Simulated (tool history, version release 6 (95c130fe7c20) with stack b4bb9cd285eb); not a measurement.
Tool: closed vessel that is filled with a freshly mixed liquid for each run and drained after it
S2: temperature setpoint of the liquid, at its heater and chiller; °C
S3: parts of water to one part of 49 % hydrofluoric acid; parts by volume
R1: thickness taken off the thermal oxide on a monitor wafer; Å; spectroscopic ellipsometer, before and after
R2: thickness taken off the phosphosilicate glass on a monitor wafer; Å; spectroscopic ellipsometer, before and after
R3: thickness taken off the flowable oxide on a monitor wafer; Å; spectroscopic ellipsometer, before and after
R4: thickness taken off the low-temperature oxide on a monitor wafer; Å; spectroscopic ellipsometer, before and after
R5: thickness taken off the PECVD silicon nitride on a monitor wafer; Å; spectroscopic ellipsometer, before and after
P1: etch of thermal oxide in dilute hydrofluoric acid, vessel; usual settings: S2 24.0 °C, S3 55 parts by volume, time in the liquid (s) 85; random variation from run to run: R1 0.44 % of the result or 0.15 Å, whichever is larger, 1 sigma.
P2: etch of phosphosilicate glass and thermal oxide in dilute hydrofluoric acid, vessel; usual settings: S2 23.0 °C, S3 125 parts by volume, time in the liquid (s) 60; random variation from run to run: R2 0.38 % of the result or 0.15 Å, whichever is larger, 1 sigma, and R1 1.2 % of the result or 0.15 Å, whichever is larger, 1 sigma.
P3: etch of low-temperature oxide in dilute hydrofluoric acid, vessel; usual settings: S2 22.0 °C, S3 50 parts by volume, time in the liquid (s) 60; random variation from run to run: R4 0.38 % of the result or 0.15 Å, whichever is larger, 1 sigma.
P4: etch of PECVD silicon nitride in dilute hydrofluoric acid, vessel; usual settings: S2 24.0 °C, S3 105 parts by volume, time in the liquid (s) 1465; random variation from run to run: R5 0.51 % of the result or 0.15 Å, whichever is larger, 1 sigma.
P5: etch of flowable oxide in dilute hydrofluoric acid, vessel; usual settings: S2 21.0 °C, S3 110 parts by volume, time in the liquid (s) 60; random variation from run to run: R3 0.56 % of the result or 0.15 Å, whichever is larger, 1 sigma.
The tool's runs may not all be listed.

{"run": 1, "day": 0.117, "process that ran": "P1", "S2": 24.0, "S3": 55, "time in the liquid (s)": 85, "R1": 80.397}
{"run": 2, "day": 0.242, "process that ran": "P1", "S2": 28.0, "S3": 55, "time in the liquid (s)": 85, "R1": 93.847}
{"run": 3, "day": 0.358, "process that ran": "P2", "S2": 23.0, "S3": 220, "time in the liquid (s)": 60, "R1": 10.553, "R2": 437.37}
{"run": 4, "day": 0.442, "process that ran": "P5", "S2": 17.0, "S3": 110, "time in the liquid (s)": 60, "R3": 153.62}
{"run": 5, "day": 0.554, "process that ran": "P3", "S2": 22.0, "S3": 50, "time in the liquid (s)": 95, "R4": 451.36}
{"run": 6, "day": 0.717, "process that ran": "P1", "S2": 24.0, "S3": 55, "time in the liquid (s)": 30, "R1": 27.938}
{"run": 7, "day": 0.812, "process that ran": "P4", "S2": 24.0, "S3": 105, "time in the liquid (s)": 1465, "R5": 418.76}
{"run": 8, "day": 0.95, "process that ran": "P5", "S2": 21.0, "S3": 110, "time in the liquid (s)": 60, "R3": 182.84}
{"run": 9, "day": 1.033, "process that ran": "P4", "S2": 24.0, "S3": 105, "time in the liquid (s)": 795, "R5": 227.17}
{"run": 10, "day": 1.142, "process that ran": "P4", "S2": 24.0, "S3": 190, "time in the liquid (s)": 1465, "R5": 234.79}
{"run": 11, "day": 1.283, "process that ran": "P3", "S2": 22.0, "S3": 25, "time in the liquid (s)": 60, "R4": 588.04}
{"run": 12, "day": 1.429, "process that ran": "P5", "S2": 21.0, "S3": 110, "time in the liquid (s)": 60, "R3": 181.8}
{"run": 13, "day": 1.575, "process that ran": "P5", "S2": 21.0, "S3": 185, "time in the liquid (s)": 60, "R3": 100.08}
{"run": 14, "day": 1.746, "process that ran": "P1", "S2": 24.0, "S3": 55, "time in the liquid (s)": 155, "R1": 145.78}
{"run": 15, "day": 1.9, "process that ran": "P4", "S2": 18.5, "S3": 105, "time in the liquid (s)": 1465, "R5": 288.56}
{"run": 16, "day": 2.054, "process that ran": "P4", "S2": 24.0, "S3": 105, "time in the liquid (s)": 1465, "R5": 416.85}
{"run": 17, "day": 2.179, "process that ran": "P3", "S2": 17.0, "S3": 50, "time in the liquid (s)": 60, "R4": 229.3}
{"run": 18, "day": 2.267, "process that ran": "P2", "S2": 23.0, "S3": 125, "time in the liquid (s)": 60, "R1": 20.237, "R2": 854.47}
{"run": 19, "day": 2.358, "process that ran": "P1", "S2": 24.0, "S3": 55, "time in the liquid (s)": 85, "R1": 80.089}
{"run": 20, "day": 2.438, "process that ran": "P1", "S2": 24.0, "S3": 55, "time in the liquid (s)": 85, "R1": 79.919}
{"run": 21, "day": 2.612, "process that ran": "P1", "S2": 24.0, "S3": 55, "time in the liquid (s)": 85, "R1": 80.67}
{"run": 22, "day": 2.783, "process that ran": "P1", "S2": 20.0, "S3": 55, "time in the liquid (s)": 85, "R1": 67.153}
{"run": 23, "day": 2.921, "process that ran": "P2", "S2": 17.0, "S3": 125, "time in the liquid (s)": 60, "R1": 15.854, "R2": 675.76}
{"run": 24, "day": 3.021, "process that ran": "P1", "S2": 24.0, "S3": 25, "time in the liquid (s)": 85, "R1": 183.18}
{"run": 25, "day": 3.146, "process that ran": "P1", "S2": 24.0, "S3": 80, "time in the liquid (s)": 85, "R1": 53.374}
{"run": 26, "day": 3.229, "process that ran": "P1", "S2": 24.0, "S3": 55, "time in the liquid (s)": 85, "R1": 80.172}
{"run": 27, "day": 3.35, "process that ran": "P5", "S2": 21.0, "S3": 110, "time in the liquid (s)": 115, "R3": 350.5}
{"run": 28, "day": 3.467, "process that ran": "P1", "S2": 28.5, "S3": 30, "time in the liquid (s)": 85, "R1": 182.5}
{"run": 29, "day": 3.6, "process that ran": "P3", "S2": 22.0, "S3": 50, "time in the liquid (s)": 60, "R4": 285.02}
{"run": 30, "day": 3.688, "process that ran": "P2", "S2": 23.0, "S3": 125, "time in the liquid (s)": 105, "R1": 35.459, "R2": 1494.3}
{"run": 31, "day": 3.783, "process that ran": "P1", "S2": 24.0, "S3": 55, "time in the liquid (s)": 85, "R1": 79.729}
{"run": 32, "day": 3.867, "process that ran": "P1", "S2": 24.0, "S3": 55, "time in the liquid (s)": 85, "R1": 81.828}
{"run": 33, "day": 3.946, "process that ran": "P1", "S2": 24.0, "S3": 55, "time in the liquid (s)": 85, "R1": 83.263}
{"run": 34, "day": 4.117, "process that ran": "P1", "S2": 24.0, "S3": 55, "time in the liquid (s)": 85, "R1": 84.138}
{"run": 35, "day": 4.258, "process that ran": "P1", "S2": 24.0, "S3": 55, "time in the liquid (s)": 85, "R1": 85.331}
{"run": 36, "day": 4.438, "process that ran": "P1", "S2": 24.0, "S3": 55, "time in the liquid (s)": 85, "R1": 85.793}
{"run": 37, "day": 4.583, "process that ran": "P1", "S2": 24.0, "S3": 55, "time in the liquid (s)": 85, "R1": 86.344}
{"run": 38, "day": 4.733, "process that ran": "P1", "S2": 24.0, "S3": 55, "time in the liquid (s)": 85, "R1": 86.349}
{"run": 39, "day": 4.808, "process that ran": "P1", "S2": 24.0, "S3": 55, "time in the liquid (s)": 85, "R1": 87.035}

Forecast run 40:
{"run": 40, "day": 4.912, "process that ran": "P1", "S2": 24.0, "S3": 55, "time in the liquid (s)": 85, "R1": "?"}

Run 40 gave R1 86.802 Å.
